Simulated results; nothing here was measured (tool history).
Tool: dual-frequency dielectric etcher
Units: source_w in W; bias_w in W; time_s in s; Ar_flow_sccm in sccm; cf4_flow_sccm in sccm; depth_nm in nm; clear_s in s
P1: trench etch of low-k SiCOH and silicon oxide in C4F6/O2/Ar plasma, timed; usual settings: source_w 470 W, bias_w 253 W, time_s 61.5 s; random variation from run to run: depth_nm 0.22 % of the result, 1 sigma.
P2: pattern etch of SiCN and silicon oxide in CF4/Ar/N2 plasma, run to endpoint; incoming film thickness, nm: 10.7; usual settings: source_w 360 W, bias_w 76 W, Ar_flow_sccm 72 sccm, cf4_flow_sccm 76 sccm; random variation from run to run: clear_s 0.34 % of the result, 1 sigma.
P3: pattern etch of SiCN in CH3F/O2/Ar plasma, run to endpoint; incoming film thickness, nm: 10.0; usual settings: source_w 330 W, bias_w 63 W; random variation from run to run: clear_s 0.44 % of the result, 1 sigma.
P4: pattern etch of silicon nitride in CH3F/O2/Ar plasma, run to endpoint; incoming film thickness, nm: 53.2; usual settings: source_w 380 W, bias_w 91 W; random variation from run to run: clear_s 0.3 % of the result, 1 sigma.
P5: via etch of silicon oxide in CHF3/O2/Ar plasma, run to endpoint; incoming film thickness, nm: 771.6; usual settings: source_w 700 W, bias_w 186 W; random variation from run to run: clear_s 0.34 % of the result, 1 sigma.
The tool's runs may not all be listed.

Run 1, hour 4.6: process P1, source_w 470 W, bias_w 253 W, time_s 61.5 s. Result: depth_nm 235.71 nm.
Run 2, hour 8.4: process P1, source_w 270 W, bias_w 253 W, time_s 61.5 s. Result: depth_nm 190.24 nm.
Run 3, hour 13.4: process P3, source_w 400 W, bias_w 63 W. Result: clear_s 28.183 s.
Run 4, hour 16.4: process P5, source_w 700 W, bias_w 132 W. Result: clear_s 422.190 s.
Run 5, hour 20.3: process P2, source_w 360 W, bias_w 76 W, Ar_flow_sccm 72 sccm, cf4_flow_sccm 60 sccm. Result: clear_s 14.414 s.
Run 6, hour 25.1: process P1, source_w 470 W, bias_w 253 W, time_s 61.5 s. Result: depth_nm 235.62 nm.
Run 7, hour 30.0: process P1, source_w 310 W, bias_w 253 W, time_s 44.0 s. Result: depth_nm 143.05 nm.
Run 8, hour 35.5: process P5, source_w 700 W, bias_w 186 W. Result: clear_s 377.940 s.
Run 9, hour 39.9: process P5, source_w 990 W, bias_w 186 W. Result: clear_s 330.730 s.
Run 10, hour 43.4: process P4, source_w 380 W, bias_w 121 W. Result: clear_s 64.982 s.
Run 11, hour 47.5: process P2, source_w 360 W, bias_w 48 W, Ar_flow_sccm 72 sccm, cf4_flow_sccm 76 sccm. Result: clear_s 16.189 s.
Run 12, hour 52.9: process P4, source_w 540 W, bias_w 91 W. Result: clear_s 63.585 s.
Run 13, hour 57.7: process P3, source_w 330 W, bias_w 45 W. Result: clear_s 33.918 s.
Run 14, hour 62.1: process P4, source_w 380 W, bias_w 91 W. Result: clear_s 72.407 s.
Run 15, hour 65.8: process P4, source_w 380 W, bias_w 91 W. Result: clear_s 72.550 s.
Run 16, hour 70.1: process P1, source_w 470 W, bias_w 253 W, time_s 61.5 s. Result: depth_nm 235.05 nm.
Run 17, hour 73.6: process P2, source_w 360 W, bias_w 76 W, Ar_flow_sccm 86 sccm, cf4_flow_sccm 76 sccm. Result: clear_s 14.323 s.
Run 18, hour 76.7: process P1, source_w 380 W, bias_w 253 W, time_s 48.0 s. Result: depth_nm 168.83 nm.
Run 19, hour 80.0: process P2, source_w 470 W, bias_w 76 W, Ar_flow_sccm 72 sccm, cf4_flow_sccm 76 sccm. Result: clear_s 11.064 s.
Run 20, hour 84.5: process P2, source_w 360 W, bias_w 76 W, Ar_flow_sccm 72 sccm, cf4_flow_sccm 76 sccm. Result: clear_s 13.989 s.
Run 21, hour 87.5: process P1, source_w 470 W, bias_w 253 W, time_s 40.5 s. Result: depth_nm 154.52 nm.
Run 22, hour 91.5: process P1, source_w 470 W, bias_w 306 W, time_s 61.5 s. Result: depth_nm 250.99 nm.
Run 23, hour 94.1: process P1, source_w 470 W, bias_w 253 W, time_s 75.5 s. Result: depth_nm 288.20 nm.
Run 24, hour 98.9: process P1, source_w 470 W, bias_w 253 W, time_s 61.5 s. Result: depth_nm 234.73 nm.
Run 25, hour 103.6: process P1, source_w 330 W, bias_w 159 W, time_s 61.5 s. Result: depth_nm 176.06 nm.
Run 26, hour 108.2: process P1, source_w 470 W, bias_w 253 W, time_s 61.5 s. Result: depth_nm 235.14 nm.
Run 27, hour 112.6: process P1, source_w 470 W, bias_w 161 W, time_s 61.5 s. Result: depth_nm 203.67 nm.
Run 28, hour 116.6: process P5, source_w 700 W, bias_w 186 W. Result: clear_s 375.900 s.
Run 29, hour 119.6: process P3, source_w 330 W, bias_w 63 W. Result: clear_s 30.102 s.
Run 30, hour 125.0: process P1, source_w 470 W, bias_w 253 W, time_s 61.5 s. Result: depth_nm 233.94 nm.
Run 31, hour 129.9: process P1, source_w 560 W, bias_w 253 W, time_s 61.5 s. Result: depth_nm 251.11 nm.
Run 32, hour 134.7: process P1, source_w 470 W, bias_w 253 W, time_s 61.5 s. Result: depth_nm 233.96 nm.
Run 33, hour 139.2: process P1, source_w 470 W, bias_w 253 W, time_s 61.5 s. Result: depth_nm 232.90 nm.
Run 34, hour 143.3: process P1, source_w 470 W, bias_w 253 W, time_s 61.5 s. Result: depth_nm 232.23 nm.
Run 35, hour 148.3: process P1, source_w 470 W, bias_w 253 W, time_s 61.5 s. Result: depth_nm 231.43 nm.
Run 36, hour 152.8: process P1, source_w 470 W, bias_w 253 W, time_s 61.5 s. Result: depth_nm 231.10 nm.
At hour 155.0: wet clean of the chamber.
Run 37, hour 157.4: process P1, source_w 470 W, bias_w 253 W, time_s 61.5 s. Result: depth_nm 232.21 nm.
Run 38, hour 162.4: process P1, source_w 470 W, bias_w 253 W, time_s 61.5 s. Result: depth_nm 232.73 nm.
Run 39, hour 165.5: process P1, source_w 470 W, bias_w 253 W, time_s 61.5 s. Result: depth_nm 230.73 nm.
Run 40, hour 170.1: process P1, source_w 470 W, bias_w 253 W, time_s 61.5 s. Result: depth_nm 231.71 nm.

What P1 gives has crept away from where it was. These 2 causes fit the log equally well, each at the size given:
A: bias power that arrives under what is set, % = 4.25
B: source power that arrives under what is set, % = 3.71
The creep began at about hour 134.7.
Why every other cause is out:
chamber walls in a state that lowers the etch rate, %: serviced at hour 155.0, which brought nothing back

4 check runs are offered, each on 2 wafers whose results are averaged, their results left as question marks. Which one tells the causes apart?
Run check 1, hour 174.7: process P5, source_w 970 W, bias_w 186 W. Result: clear_s ?.
Run check 2, hour 174.7: process P2, source_w 360 W, bias_w 60 W, Ar_flow_sccm 72 sccm, cf4_flow_sccm 76 sccm. Result: clear_s ?.
Run check 3, hour 174.7: process P4, source_w 530 W, bias_w 118 W. Result: clear_s ?.
Run check 4, hour 174.7: process P3, source_w 330 W, bias_w 51 W. Result: clear_s ?.

What each check would give under each cause:
  check   result     if A     if B
check 1  clear_s  338.290  338.440
check 2  clear_s   15.321   15.635
check 3  clear_s   59.148   59.026
check 4  clear_s   32.929   32.935
How far apart the two closest causes lie, in the result that separates them most: check 1 0.04 %; check 2 2.03 %; check 3 0.21 %; check 4 0.02 %
Check 2 tells the causes apart: in the others they would give nearly the same result.

Check 2 was then run and gave: clear_s 15.598 s. Which cause is it?

It is B: source power that arrives under what is set, %.
